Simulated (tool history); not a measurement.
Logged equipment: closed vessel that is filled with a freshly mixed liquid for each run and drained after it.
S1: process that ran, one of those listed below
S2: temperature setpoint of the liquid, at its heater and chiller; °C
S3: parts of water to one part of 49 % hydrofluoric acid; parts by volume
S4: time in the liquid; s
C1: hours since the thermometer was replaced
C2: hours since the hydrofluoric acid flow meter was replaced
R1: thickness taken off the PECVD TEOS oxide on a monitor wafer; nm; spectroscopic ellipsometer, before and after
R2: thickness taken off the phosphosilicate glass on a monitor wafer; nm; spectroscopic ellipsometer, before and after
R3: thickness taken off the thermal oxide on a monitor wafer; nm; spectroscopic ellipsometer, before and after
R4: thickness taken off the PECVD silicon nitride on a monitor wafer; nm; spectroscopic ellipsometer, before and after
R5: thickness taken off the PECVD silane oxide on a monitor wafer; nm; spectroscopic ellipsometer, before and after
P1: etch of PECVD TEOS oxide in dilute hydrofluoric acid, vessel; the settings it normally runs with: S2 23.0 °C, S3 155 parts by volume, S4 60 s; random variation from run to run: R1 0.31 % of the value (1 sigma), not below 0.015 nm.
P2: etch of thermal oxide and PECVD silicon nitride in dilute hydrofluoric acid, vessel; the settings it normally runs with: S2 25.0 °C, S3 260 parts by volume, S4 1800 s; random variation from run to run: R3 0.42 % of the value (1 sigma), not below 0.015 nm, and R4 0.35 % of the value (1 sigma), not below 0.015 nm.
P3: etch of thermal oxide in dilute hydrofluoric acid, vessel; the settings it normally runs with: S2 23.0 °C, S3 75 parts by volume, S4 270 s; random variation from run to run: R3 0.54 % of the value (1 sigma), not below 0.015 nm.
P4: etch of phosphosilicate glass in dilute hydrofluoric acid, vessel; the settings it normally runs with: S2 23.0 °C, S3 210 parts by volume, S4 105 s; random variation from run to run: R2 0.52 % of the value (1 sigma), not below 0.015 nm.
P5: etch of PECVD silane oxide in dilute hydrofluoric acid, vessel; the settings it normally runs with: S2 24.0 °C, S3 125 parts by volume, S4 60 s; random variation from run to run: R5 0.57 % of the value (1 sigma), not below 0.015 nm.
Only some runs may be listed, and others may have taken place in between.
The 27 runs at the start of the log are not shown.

{"run": 28, "hour": 331.1, "S1": "P5", "S2": 17.0, "S3": 125, "S4": 60, "C1": 176.0, "C2": 975.0, "R5": 12.206}
{"hour": 338.0, "done": "hydrofluoric acid flow meter replaced"}
{"run": 29, "hour": 343.8, "S1": "P1", "S2": 23.0, "S3": 270, "S4": 95, "C1": 188.7, "C2": 5.9, "R1": 5.8048}
{"run": 30, "hour": 353.4, "S1": "P3", "S2": 23.0, "S3": 75, "S4": 270, "C1": 198.3, "C2": 15.5, "R3": 17.025}
{"run": 31, "hour": 368.5, "S1": "P1", "S2": 31.5, "S3": 155, "S4": 60, "C1": 213.4, "C2": 30.6, "R1": 9.8854}
{"run": 32, "hour": 380.7, "S1": "P1", "S2": 23.0, "S3": 155, "S4": 60, "C1": 225.6, "C2": 42.8, "R1": 7.2366}
{"run": 33, "hour": 390.9, "S1": "P1", "S2": 23.0, "S3": 155, "S4": 60, "C1": 235.8, "C2": 53.0, "R1": 7.274}
{"run": 34, "hour": 404.8, "S1": "P1", "S2": 23.0, "S3": 155, "S4": 60, "C1": 249.7, "C2": 66.9, "R1": 7.4839}
{"run": 35, "hour": 417.1, "S1": "P1", "S2": 23.0, "S3": 155, "S4": 60, "C1": 262.0, "C2": 79.2, "R1": 7.5633}

What will run 36 give?
{"run": 36, "hour": 427.4, "S1": "P1", "S2": 23.0, "S3": 155, "S4": 60, "C1": 272.3, "C2": 89.5, "R1": "?"}

{"run 36": {"R1": 7.5806}}

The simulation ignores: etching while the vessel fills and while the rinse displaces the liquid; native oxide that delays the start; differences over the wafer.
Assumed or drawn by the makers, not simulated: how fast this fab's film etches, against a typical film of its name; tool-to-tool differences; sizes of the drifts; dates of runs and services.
